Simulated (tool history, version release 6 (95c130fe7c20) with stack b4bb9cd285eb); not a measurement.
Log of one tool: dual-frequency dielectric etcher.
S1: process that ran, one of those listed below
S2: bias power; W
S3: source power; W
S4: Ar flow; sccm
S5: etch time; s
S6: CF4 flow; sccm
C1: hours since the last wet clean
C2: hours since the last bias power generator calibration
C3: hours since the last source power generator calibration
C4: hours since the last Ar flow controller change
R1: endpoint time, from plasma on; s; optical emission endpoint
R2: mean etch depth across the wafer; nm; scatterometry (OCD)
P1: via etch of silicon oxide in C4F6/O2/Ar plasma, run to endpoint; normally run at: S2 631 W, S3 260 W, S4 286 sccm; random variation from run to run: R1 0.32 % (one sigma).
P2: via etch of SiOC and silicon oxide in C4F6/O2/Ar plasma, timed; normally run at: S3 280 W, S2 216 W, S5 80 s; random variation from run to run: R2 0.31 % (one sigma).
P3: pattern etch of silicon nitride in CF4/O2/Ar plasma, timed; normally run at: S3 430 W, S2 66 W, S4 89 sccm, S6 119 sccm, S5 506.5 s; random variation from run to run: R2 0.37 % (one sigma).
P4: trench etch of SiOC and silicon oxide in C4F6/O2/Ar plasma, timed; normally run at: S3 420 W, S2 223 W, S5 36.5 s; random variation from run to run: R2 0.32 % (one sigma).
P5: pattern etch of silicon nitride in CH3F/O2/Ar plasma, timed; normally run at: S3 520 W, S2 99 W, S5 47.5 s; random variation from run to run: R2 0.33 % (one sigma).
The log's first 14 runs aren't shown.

run   hour  S1   S2   S3   S4     S5   S6     C1      C2      C3     C4      R1      R2
 15  187.8  P3   40  430   89  506.5  119  473.5  2252.4   928.1   21.6          802.03
 16  201.5  P1  631  260  286              487.2  2266.1   941.8   35.3  25.798
 17  218.3  P4  223  270        36.5         504  2282.9   958.6   52.1           65.64
 18  235.6  P5   99  310        47.5       521.3  2300.2   975.9   69.4          33.524
 19  248.3  P1  631  260  286                534  2312.9   988.6   82.1  25.821
 20  260.1  P2  216  350          80       545.8  2324.7  1000.4   93.9          94.118
 21  278.2  P4  223  420          55       563.9  2342.8  1018.5    112          118.45
 22    296  P3   66  430   89    329  119  581.7  2360.6  1036.3  129.8          629.16
 23  306.9  P3   66  250   89  506.5  119  592.6  2371.5  1047.2  140.7          602.92
 24  323.9  P1  505  260  286              609.6  2388.5  1064.2  157.7  28.023
 25  335.1  P1  631  260  286              620.8  2399.7  1075.4  168.9  25.716
 26  345.5  P1  631  260  286              631.2  2410.1  1085.8  179.3  25.845
 27  355.5  P3   66  430   68  506.5  119  641.2  2420.1  1095.8  189.3          996.65
 28  370.4  P1  631  260  342              656.1    2435  1110.7  204.2  26.359
 29  380.4  P2  216  280          80       666.1    2445  1120.7  214.2          86.673
 30  398.3  P4  223  420        36.5         684  2462.9  1138.6  232.1          78.211
 31  407.3  P4  314  420        36.5         693  2471.9  1147.6  241.1          87.472
 32    423  P1  435  330  286              708.7  2487.6  1163.3  256.8  27.429
 33  435.9  P5   66  520        47.5       721.6  2500.5  1176.2  269.7          35.319
 34  446.3  P1  631  260  168                732  2510.9  1186.6  280.1  24.222
 35  454.9  P1  631  260  286              740.6  2519.5  1195.2  288.7   25.78
 36    464  P1  631  260  286              749.7  2528.6  1204.3  297.8   25.63
 37  478.6  P1  631  260  286              764.3  2543.2  1218.9  312.4  25.283
 38  492.2  P1  631  260  286              777.9  2556.8  1232.5    326  25.447
     507.8  -- Ar flow controller replaced
 39    510  P1  631  260  286              795.7  2574.6  1250.3    2.2  25.273

Run 40 comes next. What will it give?
     516.6  -- wet clean of the chamber
 40  523.7  P1  631  260  286          7.1  2588.3  1264  15.9   ?

Run 40 gave R1 25.328 s.

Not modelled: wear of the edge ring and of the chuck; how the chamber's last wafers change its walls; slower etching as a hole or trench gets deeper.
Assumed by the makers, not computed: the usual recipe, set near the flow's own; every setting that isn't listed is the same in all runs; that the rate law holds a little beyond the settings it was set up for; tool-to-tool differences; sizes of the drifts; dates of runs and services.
